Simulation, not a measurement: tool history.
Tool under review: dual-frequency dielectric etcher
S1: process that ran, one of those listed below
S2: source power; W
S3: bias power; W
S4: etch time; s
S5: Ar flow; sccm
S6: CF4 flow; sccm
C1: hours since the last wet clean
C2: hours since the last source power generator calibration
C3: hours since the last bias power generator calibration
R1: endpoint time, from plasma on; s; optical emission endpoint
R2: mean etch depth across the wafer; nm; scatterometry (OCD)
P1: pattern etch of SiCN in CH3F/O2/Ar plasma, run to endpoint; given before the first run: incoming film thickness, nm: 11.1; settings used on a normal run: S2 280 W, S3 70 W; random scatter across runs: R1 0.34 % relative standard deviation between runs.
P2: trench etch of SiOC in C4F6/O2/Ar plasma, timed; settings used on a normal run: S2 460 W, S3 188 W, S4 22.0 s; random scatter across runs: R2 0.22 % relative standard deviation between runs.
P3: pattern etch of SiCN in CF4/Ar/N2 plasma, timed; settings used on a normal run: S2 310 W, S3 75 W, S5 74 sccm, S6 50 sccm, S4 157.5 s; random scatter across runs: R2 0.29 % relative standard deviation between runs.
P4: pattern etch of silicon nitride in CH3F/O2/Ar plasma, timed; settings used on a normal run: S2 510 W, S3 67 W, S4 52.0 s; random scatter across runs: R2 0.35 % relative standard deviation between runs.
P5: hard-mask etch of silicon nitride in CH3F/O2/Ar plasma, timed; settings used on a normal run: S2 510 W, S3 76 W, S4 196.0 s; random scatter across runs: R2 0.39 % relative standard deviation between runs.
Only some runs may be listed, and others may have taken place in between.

Run 1, hour 10.5: S1 P1, S2 280 W, S3 70 W; C1 335.2; C2 1852.8; C3 1337.5. Result: R1 35.455 s.
Run 2, hour 20.1: S1 P1, S2 280 W, S3 46 W; C1 344.8; C2 1862.4; C3 1347.1. Result: R1 40.968 s.
Run 3, hour 26.2: S1 P1, S2 180 W, S3 70 W; C1 350.9; C2 1868.5; C3 1353.2. Result: R1 42.127 s.
Run 4, hour 33.3: S1 P4, S2 510 W, S3 50 W, S4 52.0 s; C1 358.0; C2 1875.6; C3 1360.3. Result: R2 36.488 nm.
Run 5, hour 43.7: S1 P3, S2 310 W, S3 75 W, S4 157.5 s, S5 74 sccm, S6 50 sccm; C1 368.4; C2 1886.0; C3 1370.7. Result: R2 97.820 nm.
Run 6, hour 50.8: S1 P2, S2 460 W, S3 264 W, S4 22.0 s; C1 375.5; C2 1893.1; C3 1377.8. Result: R2 54.251 nm.
Run 7, hour 57.9: S1 P3, S2 310 W, S3 75 W, S4 157.5 s, S5 104 sccm, S6 50 sccm; C1 382.6; C2 1900.2; C3 1384.9. Result: R2 93.513 nm.
Run 8, hour 64.3: S1 P2, S2 460 W, S3 188 W, S4 32.0 s; C1 389.0; C2 1906.6; C3 1391.3. Result: R2 70.388 nm.
Run 9, hour 71.0: S1 P4, S2 680 W, S3 67 W, S4 52.0 s; C1 395.7; C2 1913.3; C3 1398.0. Result: R2 44.720 nm.
Run 10, hour 77.5: S1 P3, S2 310 W, S3 75 W, S4 197.0 s, S5 74 sccm, S6 50 sccm; C1 402.2; C2 1919.8; C3 1404.5. Result: R2 122.370 nm.
Run 11, hour 88.4: S1 P3, S2 310 W, S3 52 W, S4 157.5 s, S5 74 sccm, S6 50 sccm; C1 413.1; C2 1930.7; C3 1415.4. Result: R2 85.991 nm.
Run 12, hour 95.5: S1 P1, S2 280 W, S3 70 W; C1 420.2; C2 1937.8; C3 1422.5. Result: R1 35.455 s.
Run 13, hour 105.1: S1 P5, S2 510 W, S3 76 W, S4 196.0 s; C1 429.8; C2 1947.4; C3 1432.1. Result: R2 153.540 nm.
Run 14, hour 111.4: S1 P1, S2 280 W, S3 70 W; C1 436.1; C2 1953.7; C3 1438.4. Result: R1 35.542 s.
At hour 118.7: bias power generator calibrated.
Run 15, hour 122.0: S1 P1, S2 390 W, S3 50 W; C1 446.7; C2 1964.3; C3 3.4. Result: R1 35.136 s.
Run 16, hour 129.9: S1 P4, S2 510 W, S3 67 W, S4 52.0 s; C1 454.6; C2 1972.2; C3 11.3. Result: R2 39.779 nm.
Run 17, hour 135.0: S1 P4, S2 510 W, S3 67 W, S4 52.0 s; C1 459.7; C2 1977.3; C3 16.4. Result: R2 39.983 nm.
Run 18, hour 141.1: S1 P1, S2 370 W, S3 42 W; C1 465.8; C2 1983.4; C3 22.5. Result: R1 37.968 s.
Run 19, hour 150.7: S1 P1, S2 280 W, S3 70 W; C1 475.4; C2 1993.0; C3 32.1. Result: R1 35.522 s.
Run 20, hour 161.8: S1 P3, S2 310 W, S3 75 W, S4 157.5 s, S5 74 sccm, S6 50 sccm; C1 486.5; C2 2004.1; C3 43.2. Result: R2 98.050 nm.
Run 21, hour 168.5: S1 P5, S2 350 W, S3 76 W, S4 196.0 s; C1 493.2; C2 2010.8; C3 49.9. Result: R2 133.940 nm.
Run 22, hour 178.1: S1 P2, S2 460 W, S3 188 W, S4 22.0 s; C1 502.8; C2 2020.4; C3 59.5. Result: R2 48.359 nm.
Run 23, hour 187.4: S1 P4, S2 510 W, S3 67 W, S4 28.5 s; C1 512.1; C2 2029.7; C3 68.8. Result: R2 21.956 nm.
Run 24, hour 193.4: S1 P1, S2 280 W, S3 70 W; C1 518.1; C2 2035.7; C3 74.8. Result: R1 35.679 s.
Run 25, hour 204.0: S1 P1, S2 330 W, S3 54 W; C1 528.7; C2 2046.3; C3 85.4. Result: R1 36.542 s.
Run 26, hour 210.8: S1 P3, S2 440 W, S3 75 W, S4 157.5 s, S5 74 sccm, S6 50 sccm; C1 535.5; C2 2053.1; C3 92.2. Result: R2 132.560 nm.
Run 27, hour 218.1: S1 P5, S2 510 W, S3 76 W, S4 196.0 s; C1 542.8; C2 2060.4; C3 99.5. Result: R2 154.120 nm.
Run 28, hour 225.7: S1 P5, S2 510 W, S3 91 W, S4 196.0 s; C1 550.4; C2 2068.0; C3 107.1. Result: R2 163.090 nm.
Run 29, hour 231.7: S1 P1, S2 350 W, S3 70 W; C1 556.4; C2 2074.0; C3 113.1. Result: R1 32.399 s.
Run 30, hour 239.3: S1 P1, S2 280 W, S3 90 W; C1 564.0; C2 2081.6; C3 120.7. Result: R1 32.191 s.
Run 31, hour 244.2: S1 P3, S2 310 W, S3 75 W, S4 157.5 s, S5 74 sccm, S6 62 sccm; C1 568.9; C2 2086.5; C3 125.6. Result: R2 101.140 nm.
Run 32, hour 249.9: S1 P5, S2 510 W, S3 76 W, S4 280.5 s; C1 574.6; C2 2092.2; C3 131.3. Result: R2 219.730 nm.
Run 33, hour 257.7: S1 P2, S2 570 W, S3 188 W, S4 22.0 s; C1 582.4; C2 2100.0; C3 139.1. Result: R2 52.629 nm.

Forecast run 34:
Run 34, hour 263.4: S1 P1, S2 280 W, S3 70 W; C1 588.1; C2 2105.7; C3 144.8. Result: R1 ?.

R1: 35.508 s
